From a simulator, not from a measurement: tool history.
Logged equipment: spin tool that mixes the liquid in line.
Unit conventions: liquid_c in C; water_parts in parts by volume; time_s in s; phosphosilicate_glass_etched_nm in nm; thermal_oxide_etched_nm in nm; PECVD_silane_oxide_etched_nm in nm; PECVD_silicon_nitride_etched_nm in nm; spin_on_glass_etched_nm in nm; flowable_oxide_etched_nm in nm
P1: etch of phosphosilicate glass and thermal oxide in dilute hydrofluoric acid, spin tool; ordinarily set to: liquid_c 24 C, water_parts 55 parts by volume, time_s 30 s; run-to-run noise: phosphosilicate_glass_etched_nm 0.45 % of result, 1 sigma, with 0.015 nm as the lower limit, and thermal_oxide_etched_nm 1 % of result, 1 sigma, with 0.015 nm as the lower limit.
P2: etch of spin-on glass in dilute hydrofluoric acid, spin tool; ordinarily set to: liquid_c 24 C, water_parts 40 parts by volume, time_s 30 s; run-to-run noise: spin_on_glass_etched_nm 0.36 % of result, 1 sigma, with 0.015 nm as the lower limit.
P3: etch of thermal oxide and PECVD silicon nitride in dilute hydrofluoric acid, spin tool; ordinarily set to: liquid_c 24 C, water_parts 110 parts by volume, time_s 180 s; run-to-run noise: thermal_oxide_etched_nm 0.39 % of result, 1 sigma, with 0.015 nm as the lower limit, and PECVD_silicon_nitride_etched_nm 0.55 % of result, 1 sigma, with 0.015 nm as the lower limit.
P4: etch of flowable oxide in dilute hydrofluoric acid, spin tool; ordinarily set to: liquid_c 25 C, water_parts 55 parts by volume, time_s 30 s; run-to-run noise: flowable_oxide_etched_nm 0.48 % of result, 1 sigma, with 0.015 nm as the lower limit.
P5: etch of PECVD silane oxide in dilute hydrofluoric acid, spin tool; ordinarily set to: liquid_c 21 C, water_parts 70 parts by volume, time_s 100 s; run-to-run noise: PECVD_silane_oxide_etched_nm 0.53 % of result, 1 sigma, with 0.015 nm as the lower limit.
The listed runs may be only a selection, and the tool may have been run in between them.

run     day  process  liquid_c  water_parts  time_s  hours since the thermometer was replaced  hours since the hydrofluoric acid flow meter was replaced  phosphosilicate_glass_etched_nm  thermal_oxide_etched_nm  PECVD_silane_oxide_etched_nm  PECVD_silicon_nitride_etched_nm  spin_on_glass_etched_nm  flowable_oxide_etched_nm
  1   0.388       P1        24           55      30                                     874.5                                                      607.1                           99.958                   2.7253
  2   0.758       P5        21           70      30                                     883.4                                                        616                                                                                  14.503
  3   1.004       P3        24          110     180                                     889.3                                                      621.9                                                    7.8533                                                         6.3234
  4   1.321       P2        17           40      30                                     896.9                                                      629.5                                                                                                                                            26.334
  5   1.546       P1        24           55      30                                     902.3                                                      634.9                           99.045                   2.7461
  6   1.929       P4        25           55      30                                     911.5                                                      644.1                                                                                                                                                                      24.294
      1.988  -- hydrofluoric acid flow meter replaced
  7   2.267       P1        24          105      30                                     919.6                                                        6.7                           48.443                   1.3475
  8   2.671       P1        24           55      30                                     929.3                                                       16.4                           98.838                   2.7936
  9   2.879       P3        24          110      70                                     934.3                                                       21.4                                                    3.0475                                                         2.4929
 10   3.267       P1        24           30      30                                     943.6                                                       30.7                           187.41                   5.1561
 11   3.525       P1        24           55      30                                     949.8                                                       36.9                           99.518                     2.76
 12     3.7       P5        21           70     100                                       954                                                       41.1                                                                                  47.895
 13     4.1       P4      31.5           55      30                                     963.6                                                       50.7                                                                                                                                                                       31.09
 14   4.379       P1        24           55      55                                     970.3                                                       57.4                           182.35                   5.1499
 15   4.662       P3        24          110     180                                     977.1                                                       64.2                                                    7.9235                                                         6.3567
 16   4.946       P2        24           40      30                                     983.9                                                         71                                                                                                                                            35.487
 17   5.158       P2        24           40      30                                       989                                                       76.1                                                                                                                                            35.314
 18   5.362       P5        17           70     100                                     993.9                                                         81                                                                                  40.767
 19     5.6       P1        19           55      30                                     999.6                                                       86.7                           80.414                   2.2084
 20     5.8       P5        21          110     100                                    1004.4                                                       91.5                                                                                  29.035
 21   6.121       P2        24           65      30                                    1012.1                                                       99.2                                                                                                                                              21.1
 22     6.3       P1      32.5           55      30                                    1016.4                                                      103.5                           139.52                   3.8707
 23   6.492       P1        24           55      30                                      1021                                                      108.1                           98.819                   2.7358
 24   6.846       P1        24           55      30                                    1029.5                                                      116.6                           99.341                   2.7704
 25   7.188       P4        25           55      50                                    1037.7                                                      124.8                                                                                                                                                                      40.257
 26   7.512       P3        24           60     180                                    1045.5                                                      132.6                                                    15.462                                                         11.575
 27   7.821       P4        25           55      30                                    1052.9                                                        140                                                                                                                                                                      24.153
 28       8       P2        24           40      15                                    1057.2                                                      144.3                                                                                                                                            17.725
 29     8.4       P1      17.5           55      15                                    1066.8                                                      153.9                           37.716                   1.0294
 30   8.762       P1        24           55      15                                    1075.5                                                      162.6                            49.48                   1.3241
 31   8.962       P4        25           85      30                                    1080.3                                                      167.4                                                                                                                                                                      14.913
 32   9.179       P3      20.5          110     180                                    1085.5                                                      172.6                                                    6.9296                                                         5.0521
 33   9.421       P1        24           55      30                                    1091.3                                                      178.4                           99.171                   2.7587
 34   9.604       P1        24           55      30                                    1095.7                                                      182.8                           98.244                   2.7165
 35  10.004       P1        24           55      30                                    1105.3                                                      192.4                            96.14                   2.6289
 36  10.292       P1        24           55      30                                    1112.2                                                      199.3                           95.389                   2.6825
 37  10.683       P1        24           55      30                                    1121.6                                                      208.7                            94.05                   2.5984
 38  11.008       P1        24           55      30                                    1129.4                                                      216.5                           93.764                   2.6334
 39  11.242       P1        24           55      30                                      1135                                                      222.1                           94.477                   2.5803
 40  11.442       P1        24           55      30                                    1139.8                                                      226.9                           92.982                   2.6107
 41  11.792       P1        24           55      30                                    1148.2                                                      235.3                             93.5                   2.6166
 42  12.183       P1        24           55      30                                    1157.6                                                      244.7                           93.674                   2.6244
 43  12.404       P1        24           55      30                                    1162.9                                                        250                           93.411                   2.5763

The log shows P1 creeping away from where it was. Any of the 2 causes listed here, at the size stated for it, fits the log just as well as the others:
A: hydrofluoric acid flow below the setpoint (%) = 5.31
B: liquid colder than its thermometer reads (K) = 1.43
Creep in the process output first set in at about day 9.421.

You are offered 4 check runs, listed below with question marks in place of their results; each one averages 2 wafers. Which run separates the listed causes by giving clearly different results for each?
check 1  12.625       P3        24          110     180                                                                                                                                                              ?                                                              ?
check 2  12.625       P2        24           40      30                                                                                                                                                                                                                                                      ?
check 3  12.625       P4        25           55      30                                                                                                                                                                                                                                                                                ?
check 4  12.625       P5        21           70     100                                                                                                                                                                                            ?

Expected result of each check under each candidate cause:
  check                           result    if A    if B
check 1          thermal_oxide_etched_nm   7.413   7.453
check 1  PECVD_silicon_nitride_etched_nm  6.0471  5.8073
check 2          spin_on_glass_etched_nm  33.412  33.339
check 3         flowable_oxide_etched_nm  22.821  22.824
check 4     PECVD_silane_oxide_etched_nm  45.218  45.197
Per-check spread between the two closest causes, in the result where they differ most: check 1 4.05 %; check 2 0.22 %; check 3 0.02 %; check 4 0.04 %
The other checks would show nearly matching results whichever cause is true, so check 1 is the only one that separates the causes.

After running check 1, the following was obtained: thermal_oxide_etched_nm 7.4301 nm; PECVD_silicon_nitride_etched_nm 5.8149 nm. Which cause does this point to?

B is the cause: liquid colder than its thermometer reads (K).

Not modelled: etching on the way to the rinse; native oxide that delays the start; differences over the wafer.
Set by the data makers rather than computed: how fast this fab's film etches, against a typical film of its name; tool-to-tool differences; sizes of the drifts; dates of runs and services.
